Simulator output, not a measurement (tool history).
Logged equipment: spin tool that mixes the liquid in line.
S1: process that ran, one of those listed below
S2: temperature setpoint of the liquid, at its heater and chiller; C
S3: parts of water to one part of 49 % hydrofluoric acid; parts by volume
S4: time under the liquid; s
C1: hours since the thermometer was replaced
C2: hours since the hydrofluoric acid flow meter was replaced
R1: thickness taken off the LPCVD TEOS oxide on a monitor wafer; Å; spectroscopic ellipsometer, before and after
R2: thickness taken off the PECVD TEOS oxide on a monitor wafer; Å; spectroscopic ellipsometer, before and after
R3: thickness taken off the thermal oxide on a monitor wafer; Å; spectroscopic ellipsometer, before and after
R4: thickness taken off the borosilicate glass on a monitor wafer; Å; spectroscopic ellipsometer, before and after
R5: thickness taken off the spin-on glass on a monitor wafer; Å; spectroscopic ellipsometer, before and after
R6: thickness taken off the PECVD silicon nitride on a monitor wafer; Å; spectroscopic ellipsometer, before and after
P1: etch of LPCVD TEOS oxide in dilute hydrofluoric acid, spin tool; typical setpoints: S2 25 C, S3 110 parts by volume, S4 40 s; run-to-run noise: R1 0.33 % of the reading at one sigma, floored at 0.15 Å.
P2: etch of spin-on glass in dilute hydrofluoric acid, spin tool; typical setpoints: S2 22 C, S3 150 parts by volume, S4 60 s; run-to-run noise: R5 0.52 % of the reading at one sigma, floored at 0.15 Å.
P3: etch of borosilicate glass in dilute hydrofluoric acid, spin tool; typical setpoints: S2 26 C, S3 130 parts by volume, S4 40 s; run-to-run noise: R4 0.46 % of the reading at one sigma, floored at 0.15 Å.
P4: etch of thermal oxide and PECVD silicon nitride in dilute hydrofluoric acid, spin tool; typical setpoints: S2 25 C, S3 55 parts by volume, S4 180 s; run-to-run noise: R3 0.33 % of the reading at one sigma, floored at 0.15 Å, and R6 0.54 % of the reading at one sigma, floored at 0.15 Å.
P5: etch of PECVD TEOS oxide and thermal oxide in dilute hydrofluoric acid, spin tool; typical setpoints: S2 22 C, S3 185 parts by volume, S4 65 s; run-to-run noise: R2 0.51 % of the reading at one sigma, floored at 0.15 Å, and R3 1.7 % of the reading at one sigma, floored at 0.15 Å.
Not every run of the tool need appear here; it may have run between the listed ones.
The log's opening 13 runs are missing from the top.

{"run": 14, "hour": 166.0, "S1": "P1", "S2": 25, "S3": 110, "S4": 20, "C1": 1063.5, "C2": 342, "R1": 94.069}
{"run": 15, "hour": 176.7, "S1": "P3", "S2": 26, "S3": 130, "S4": 40, "C1": 1074.2, "C2": 352.7, "R4": 83.399}
{"run": 16, "hour": 191.3, "S1": "P1", "S2": 33, "S3": 110, "S4": 40, "C1": 1088.8, "C2": 367.3, "R1": 251.7}
{"run": 17, "hour": 200.6, "S1": "P3", "S2": 26, "S3": 130, "S4": 80, "C1": 1098.1, "C2": 376.6, "R4": 165.93}
{"run": 18, "hour": 212.4, "S1": "P4", "S2": 18, "S3": 55, "S4": 180, "C1": 1109.9, "C2": 388.4, "R3": 121.14, "R6": 50.486}
{"hour": 225.4, "done": "hydrofluoric acid flow meter replaced"}
{"run": 19, "hour": 227.5, "S1": "P4", "S2": 25, "S3": 20, "S4": 180, "C1": 1125, "C2": 2.1, "R3": 470.81, "R6": 216.61}
{"run": 20, "hour": 243.2, "S1": "P4", "S2": 25, "S3": 55, "S4": 350, "C1": 1140.7, "C2": 17.8, "R3": 316.09, "R6": 157.82}
{"run": 21, "hour": 251.5, "S1": "P4", "S2": 25, "S3": 55, "S4": 180, "C1": 1149, "C2": 26.1, "R3": 162.76, "R6": 81.026}
{"run": 22, "hour": 260.5, "S1": "P1", "S2": 25, "S3": 30, "S4": 40, "C1": 1158, "C2": 35.1, "R1": 768.19}
{"run": 23, "hour": 275.7, "S1": "P5", "S2": 22, "S3": 295, "S4": 65, "C1": 1173.2, "C2": 50.3, "R2": 32.914, "R3": 8.2857}
{"run": 24, "hour": 287.0, "S1": "P1", "S2": 33, "S3": 30, "S4": 40, "C1": 1184.5, "C2": 61.6, "R1": 1053}
{"run": 25, "hour": 295.6, "S1": "P5", "S2": 18, "S3": 185, "S4": 65, "C1": 1193.1, "C2": 70.2, "R2": 50.284, "R3": 12.894}
{"run": 26, "hour": 311.9, "S1": "P2", "S2": 29.5, "S3": 150, "S4": 60, "C1": 1209.4, "C2": 86.5, "R5": 101.08}
{"run": 27, "hour": 323.8, "S1": "P2", "S2": 22, "S3": 270, "S4": 60, "C1": 1221.3, "C2": 98.4, "R5": 38.582}
{"run": 28, "hour": 338.4, "S1": "P1", "S2": 25, "S3": 110, "S4": 40, "C1": 1235.9, "C2": 113, "R1": 187.82}
{"run": 29, "hour": 346.8, "S1": "P1", "S2": 25, "S3": 110, "S4": 80, "C1": 1244.3, "C2": 121.4, "R1": 375.39}
{"run": 30, "hour": 363.1, "S1": "P4", "S2": 25, "S3": 55, "S4": 180, "C1": 1260.6, "C2": 137.7, "R3": 162.55, "R6": 80.945}

Expected results for the next run?
{"run": 31, "hour": 372.5, "S1": "P1", "S2": 25, "S3": 110, "S4": 40, "C1": 1270, "C2": 147.1, "R1": "?"}

{"run 31": {"R1": 187.42}}
